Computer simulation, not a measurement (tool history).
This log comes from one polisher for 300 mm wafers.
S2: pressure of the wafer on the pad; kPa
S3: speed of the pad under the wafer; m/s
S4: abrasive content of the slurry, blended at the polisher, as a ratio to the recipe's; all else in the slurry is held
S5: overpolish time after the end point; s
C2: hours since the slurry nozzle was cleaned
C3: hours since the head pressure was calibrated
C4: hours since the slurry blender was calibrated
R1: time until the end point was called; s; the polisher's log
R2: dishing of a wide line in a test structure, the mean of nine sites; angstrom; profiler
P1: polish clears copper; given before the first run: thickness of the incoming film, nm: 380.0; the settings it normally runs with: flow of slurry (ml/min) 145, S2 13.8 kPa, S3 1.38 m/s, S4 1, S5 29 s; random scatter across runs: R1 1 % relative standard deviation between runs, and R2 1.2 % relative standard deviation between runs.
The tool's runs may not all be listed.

Run 1, hour 16.6: flow of slurry (ml/min) 145, S2 13.8 kPa, S3 1.38 m/s, S4 1, S5 29 s; wafers polished on this pad 932; C2 207.9; C3 755.6; C4 76.9. Result: R1 130.88 s, R2 245.74 angstrom.
Run 2, hour 28.5: flow of slurry (ml/min) 220, S2 13.8 kPa, S3 1.38 m/s, S4 1, S5 29 s; wafers polished on this pad 1008; C2 219.8; C3 767.5; C4 88.8. Result: R1 122.87 s, R2 245.12 angstrom.
Run 3, hour 41.5: flow of slurry (ml/min) 145, S2 13.8 kPa, S3 1.38 m/s, S4 1, S5 11 s; wafers polished on this pad 1090; C2 232.8; C3 780.5; C4 101.8. Result: R1 132.55 s, R2 167.41 angstrom.
Run 4, hour 51.3: flow of slurry (ml/min) 145, S2 13.8 kPa, S3 1.38 m/s, S4 1, S5 50 s; wafers polished on this pad 1152; C2 242.6; C3 790.3; C4 111.6. Result: R1 132.25 s, R2 259.56 angstrom.
Run 5, hour 61.3: flow of slurry (ml/min) 145, S2 13.8 kPa, S3 0.64 m/s, S4 1, S5 29 s; wafers polished on this pad 1215; C2 252.6; C3 800.3; C4 121.6. Result: R1 285.7 s, R2 184.43 angstrom.
Run 6, hour 73.7: flow of slurry (ml/min) 145, S2 13.8 kPa, S3 1.38 m/s, S4 1, S5 29 s; wafers polished on this pad 1294; C2 265; C3 812.7; C4 134. Result: R1 130.8 s, R2 243.44 angstrom.
Run 7, hour 83.1: flow of slurry (ml/min) 145, S2 13.8 kPa, S3 1.38 m/s, S4 1, S5 29 s; wafers polished on this pad 1353; C2 274.4; C3 822.1; C4 143.4. Result: R1 130.7 s, R2 242.35 angstrom.
Run 8, hour 93.9: flow of slurry (ml/min) 145, S2 13.8 kPa, S3 1.74 m/s, S4 1, S5 29 s; wafers polished on this pad 1422; C2 285.2; C3 832.9; C4 154.2. Result: R1 103.54 s, R2 255.03 angstrom.
Run 9, hour 111: flow of slurry (ml/min) 145, S2 13.8 kPa, S3 1.38 m/s, S4 1.3, S5 29 s; wafers polished on this pad 1530; C2 302.3; C3 850; C4 171.3. Result: R1 121.46 s, R2 245.62 angstrom.
Run 10, hour 123.1: flow of slurry (ml/min) 145, S2 13.8 kPa, S3 1.38 m/s, S4 0.7, S5 47 s; wafers polished on this pad 1607; C2 314.4; C3 862.1; C4 183.4. Result: R1 141.21 s, R2 257.57 angstrom.
Run 11, hour 139.8: flow of slurry (ml/min) 145, S2 13.8 kPa, S3 1.38 m/s, S4 1, S5 29 s; wafers polished on this pad 1713; C2 331.1; C3 878.8; C4 200.1. Result: R1 127.79 s, R2 245.28 angstrom.
Run 12, hour 154.5: flow of slurry (ml/min) 145, S2 6.2 kPa, S3 1.84 m/s, S4 1, S5 29 s; wafers polished on this pad 1806; C2 345.8; C3 893.5; C4 214.8. Result: R1 213.8 s, R2 196.41 angstrom.
Run 13, hour 170.1: flow of slurry (ml/min) 85, S2 13.8 kPa, S3 1.38 m/s, S4 1, S5 29 s; wafers polished on this pad 1905; C2 361.4; C3 909.1; C4 230.4. Result: R1 150.52 s, R2 236.81 angstrom.
Run 14, hour 186.1: flow of slurry (ml/min) 145, S2 6.2 kPa, S3 1.38 m/s, S4 1, S5 29 s; wafers polished on this pad 2006; C2 377.4; C3 925.1; C4 246.4. Result: R1 287.18 s, R2 177.5 angstrom.
Run 15, hour 194.7: flow of slurry (ml/min) 145, S2 13.8 kPa, S3 1.38 m/s, S4 1, S5 29 s; wafers polished on this pad 2060; C2 386; C3 933.7; C4 255. Result: R1 134.17 s, R2 244.78 angstrom.

What will run 16 give?
Run 16, hour 203.9: flow of slurry (ml/min) 145, S2 13.8 kPa, S3 1.38 m/s, S4 0.5, S5 29 s; wafers polished on this pad 2119; C2 395.2; C3 942.9; C4 264.2. Result: R1 ?, R2 ?.

{"run 16": {"R1": 151.95, "R2": 236.03}}
